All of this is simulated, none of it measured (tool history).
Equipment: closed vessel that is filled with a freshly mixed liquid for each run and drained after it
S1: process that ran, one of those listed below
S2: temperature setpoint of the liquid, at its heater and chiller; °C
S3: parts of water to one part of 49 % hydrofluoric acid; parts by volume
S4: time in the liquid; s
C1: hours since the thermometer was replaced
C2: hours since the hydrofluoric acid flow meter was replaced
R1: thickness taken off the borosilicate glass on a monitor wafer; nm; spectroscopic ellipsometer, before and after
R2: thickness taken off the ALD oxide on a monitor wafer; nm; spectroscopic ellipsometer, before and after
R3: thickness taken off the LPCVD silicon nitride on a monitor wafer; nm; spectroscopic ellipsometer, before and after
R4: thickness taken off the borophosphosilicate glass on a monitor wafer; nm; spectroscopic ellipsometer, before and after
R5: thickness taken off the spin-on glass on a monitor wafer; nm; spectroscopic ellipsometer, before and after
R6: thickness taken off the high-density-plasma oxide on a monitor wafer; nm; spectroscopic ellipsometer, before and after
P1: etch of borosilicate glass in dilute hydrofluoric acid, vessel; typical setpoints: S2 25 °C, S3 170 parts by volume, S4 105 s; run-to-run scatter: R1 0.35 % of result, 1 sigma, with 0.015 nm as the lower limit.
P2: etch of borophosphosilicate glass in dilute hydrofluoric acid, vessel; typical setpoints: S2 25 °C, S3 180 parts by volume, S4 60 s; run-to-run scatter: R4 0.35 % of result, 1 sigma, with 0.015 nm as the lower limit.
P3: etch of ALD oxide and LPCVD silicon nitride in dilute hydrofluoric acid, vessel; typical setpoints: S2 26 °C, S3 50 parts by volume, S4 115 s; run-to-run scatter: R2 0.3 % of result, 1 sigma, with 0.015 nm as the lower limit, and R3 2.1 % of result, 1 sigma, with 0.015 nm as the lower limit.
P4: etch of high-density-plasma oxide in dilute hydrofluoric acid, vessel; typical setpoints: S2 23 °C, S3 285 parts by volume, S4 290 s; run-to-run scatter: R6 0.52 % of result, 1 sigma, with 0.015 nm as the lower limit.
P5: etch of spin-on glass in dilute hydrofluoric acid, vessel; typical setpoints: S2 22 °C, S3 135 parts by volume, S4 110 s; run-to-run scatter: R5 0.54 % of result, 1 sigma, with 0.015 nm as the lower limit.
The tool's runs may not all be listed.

run 1 hour=3.5 | S1=P1 S2=25 S3=170 S4=105 | C1=251.6 C2=566.3 | R1=14.324
run 2 hour=6.4 | S1=P3 S2=32.5 S3=50 S4=115 | C1=254.5 C2=569.2 | R2=49.314 R3=1.8503
run 3 hour=12.1 | S1=P1 S2=25 S3=170 S4=50 | C1=260.2 C2=574.9 | R1=6.7917
run 4 hour=17 | S1=P1 S2=25 S3=255 S4=105 | C1=265.1 C2=579.8 | R1=8.6708
run 5 hour=22.2 | S1=P1 S2=31.5 S3=170 S4=105 | C1=270.3 C2=585 | R1=18.117
run 6 hour=27.1 | S1=P2 S2=25 S3=180 S4=60 | C1=275.2 C2=589.9 | R4=10.146
run 7 hour=30.6 | S1=P3 S2=26 S3=85 S4=115 | C1=278.7 C2=593.4 | R2=21.4 R3=0.72551
run 8 hour=35.9 | S1=P2 S2=25 S3=180 S4=115 | C1=284 C2=598.7 | R4=19.569
run 9 hour=41.5 | S1=P1 S2=25 S3=170 S4=105 | C1=289.6 C2=604.3 | R1=14.275
run 10 hour=46.6 | S1=P5 S2=22 S3=135 S4=40 | C1=294.7 C2=609.4 | R5=12.191
run 11 hour=49.8 | S1=P3 S2=26 S3=50 S4=30 | C1=297.9 C2=612.6 | R2=9.9278 R3=0.32486
run 12 hour=54 | S1=P4 S2=23 S3=285 S4=520 | C1=302.1 C2=616.8 | R6=7.1325
run 13 hour=57.8 | S1=P1 S2=32.5 S3=170 S4=190 | C1=305.9 C2=620.6 | R1=33.854
run 14 hour=61.3 | S1=P1 S2=25 S3=170 S4=105 | C1=309.4 C2=624.1 | R1=14.332
run 15 hour=65.2 | S1=P3 S2=26 S3=50 S4=115 | C1=313.3 C2=628 | R2=38.148 R3=1.2725
run 16 hour=70.5 | S1=P5 S2=22 S3=235 S4=110 | C1=318.6 C2=633.3 | R5=17.294
run 17 hour=75.7 | S1=P1 S2=17.5 S3=170 S4=105 | C1=323.8 C2=638.5 | R1=10.746
run 18 hour=81 | S1=P1 S2=18.5 S3=170 S4=150 | C1=329.1 C2=643.8 | R1=15.953
run 19 hour=83.8 | S1=P4 S2=17.5 S3=285 S4=290 | C1=331.9 C2=646.6 | R6=3.2819
run 20 hour=87.4 | S1=P4 S2=23 S3=185 S4=290 | C1=335.5 C2=650.2 | R6=6.861
run 21 hour=91 | S1=P1 S2=25 S3=170 S4=105 | C1=339.1 C2=653.8 | R1=14.341
run 22 hour=95.2 | S1=P1 S2=29 S3=255 S4=105 | C1=343.3 C2=658 | R1=10.001
run 23 hour=100.2 | S1=P3 S2=26 S3=50 S4=115 | C1=348.3 C2=663 | R2=38.22 R3=1.2428
run 24 hour=102.8 | S1=P4 S2=23 S3=285 S4=290 | C1=350.9 C2=665.6 | R6=4.0761
run 25 hour=107.2 | S1=P2 S2=31 S3=180 S4=60 | C1=355.3 C2=670 | R4=12.618
run 26 hour=111.9 | S1=P5 S2=22 S3=135 S4=110 | C1=360 C2=674.7 | R5=33.31
run 27 hour=117.1 | S1=P1 S2=25 S3=170 S4=105 | C1=365.2 C2=679.9 | R1=14.38
run 28 hour=120.2 | S1=P2 S2=25 S3=275 S4=60 | C1=368.3 C2=683 | R4=6.0339
run 29 hour=124.1 | S1=P1 S2=25 S3=170 S4=105 | C1=372.2 C2=686.9 | R1=14.348
run 30 hour=127.2 | S1=P1 S2=25 S3=80 S4=105 | C1=375.3 C2=690 | R1=33.86
run 31 hour=131.5 | S1=P1 S2=25 S3=170 S4=165 | C1=379.6 C2=694.3 | R1=22.471
run 32 hour=137.1 | S1=P5 S2=18 S3=135 S4=110 | C1=385.2 C2=699.9 | R5=28.447
run 33 hour=140.1 | S1=P1 S2=25 S3=170 S4=105 | C1=388.2 C2=702.9 | R1=14.271
run 34 hour=143.4 | S1=P1 S2=25 S3=170 S4=105 | C1=391.5 C2=706.2 | R1=14.065
run 35 hour=147.5 | S1=P1 S2=25 S3=170 S4=105 | C1=395.6 C2=710.3 | R1=13.805
run 36 hour=152.3 | S1=P1 S2=25 S3=170 S4=105 | C1=400.4 C2=715.1 | R1=13.561
run 37 hour=157.4 | S1=P1 S2=25 S3=170 S4=105 | C1=405.5 C2=720.2 | R1=13.399
run 38 hour=161.7 | S1=P1 S2=25 S3=170 S4=105 | C1=409.8 C2=724.5 | R1=13.39
run 39 hour=166.8 | S1=P1 S2=25 S3=170 S4=105 | C1=414.9 C2=729.6 | R1=13.307
run 40 hour=170.3 | S1=P1 S2=25 S3=170 S4=105 | C1=418.4 C2=733.1 | R1=13.341
run 41 hour=174.9 | S1=P1 S2=25 S3=170 S4=105 | C1=423 C2=737.7 | R1=13.238
run 42 hour=178.3 | S1=P1 S2=25 S3=170 S4=105 | C1=426.4 C2=741.1 | R1=13.302
run 43 hour=182.3 | S1=P1 S2=25 S3=170 S4=105 | C1=430.4 C2=745.1 | R1=13.199

What P1 gives has crept off from where it sat before. The 2 causes that follow fit the log equally well, each at the size noted:
A: hydrofluoric acid flow below the setpoint (%) = 6.03
B: liquid colder than its thermometer reads (K) = 1.98
The drift started at roughly hour 140.1.

Below are 4 check runs, each averaged over 3 wafers, with their results shown as question marks. Which of them would give clearly different results depending on which cause is behind the drift?
run check 1 hour=186.3 | S1=P4 S2=23 S3=285 S4=290 | R6=?
run check 2 hour=186.3 | S1=P3 S2=26 S3=50 S4=115 | R2=? R3=?
run check 3 hour=186.3 | S1=P2 S2=25 S3=180 S4=60 | R4=?
run check 4 hour=186.3 | S1=P5 S2=22 S3=135 S4=110 | R5=?

What every check run would give for each of its results, assuming each possible cause in turn:
check=check_1 result=R6 if_A=3.7265 if_B=3.7588
check=check_2 result=R2 if_A=35.708 if_B=35.206
check=check_2 result=R3 if_A=1.1748 if_B=1.0938
check=check_3 result=R4 if_A=9.4463 if_B=9.4553
check=check_4 result=R5 if_A=31.151 if_B=30.933
Separation of the two closest causes in each check, using whichever result separates them best: check 1 0.86 %; check 2 7.14 %; check 3 0.1 %; check 4 0.7 %
Only in check 2 would the causes give clearly different results; in the remaining checks their results would be nearly the same.

Here is what check 2 returned: R2 35.719 nm; R3 1.1478 nm. Which cause is it?

The correct cause is A, namely: hydrofluoric acid flow below the setpoint (%).

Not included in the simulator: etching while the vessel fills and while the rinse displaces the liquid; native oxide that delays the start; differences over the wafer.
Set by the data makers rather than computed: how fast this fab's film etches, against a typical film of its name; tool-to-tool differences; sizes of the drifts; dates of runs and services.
